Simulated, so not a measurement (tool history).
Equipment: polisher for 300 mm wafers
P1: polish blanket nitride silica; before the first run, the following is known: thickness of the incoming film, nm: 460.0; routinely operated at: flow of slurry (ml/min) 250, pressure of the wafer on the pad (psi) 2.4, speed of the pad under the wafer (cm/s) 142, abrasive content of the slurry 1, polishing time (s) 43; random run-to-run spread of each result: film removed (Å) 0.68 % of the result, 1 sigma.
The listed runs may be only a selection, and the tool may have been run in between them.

run	day	flow of slurry (ml/min)	pressure of the wafer on the pad (psi)	speed of the pad under the wafer (cm/s)	abrasive content of the slurry	polishing time (s)	film removed (Å)
1	0.429	250	2.4	142	1	43	220.9
2	0.9	315	2.4	142	1	43	225.85
3	1.433	250	2.4	142	1	43	222.04
4	1.967	250	2.4	142	1.5	43	262.51
5	2.429	165	2.4	142	1	43	210.94
# day 2.496: conditioning disc replaced and pad reconditioned
6	2.75	250	2.4	142	1	59	305.44
7	3.267	250	2.4	210	1	43	304.23
8	3.712	250	2.4	68	1	43	123.64
9	4.412	250	2.4	142	1	19	97.475
10	4.783	250	1.2	142	1	43	109.79
11	5.458	250	2.4	142	1	43	226.17
12	5.975	250	2.4	142	1	43	221.75
# day 6.138: head pressure recalibrated
# day 6.25: slurry nozzle cleaned
13	6.554	250	2.4	142	1	43	221.88
14	7.042	250	2.4	142	1	43	220.23
15	7.5	250	2.4	142	1	43	223.82
16	7.954	250	3.3	142	1	43	303.64
17	8.604	250	2.4	142	0.65	43	178.94
18	9.004	375	3.2	142	1	43	308.66
19	9.396	250	2.4	142	1	43	222.41
20	10.058	250	2.4	142	1	43	211.94
21	10.692	250	2.4	142	1	43	204.86
22	11.05	250	2.4	142	1	43	202.05
# day 11.65: conditioning disc replaced and pad reconditioned
23	11.746	250	2.4	142	1	43	199.63

Run 24, settings as shown, results not yet in. Your forecast:
# day 12.342: head pressure recalibrated
24	12.438	250	2.4	142	1	43	?

{"run 24": {"film removed (Å)": 196.22}}
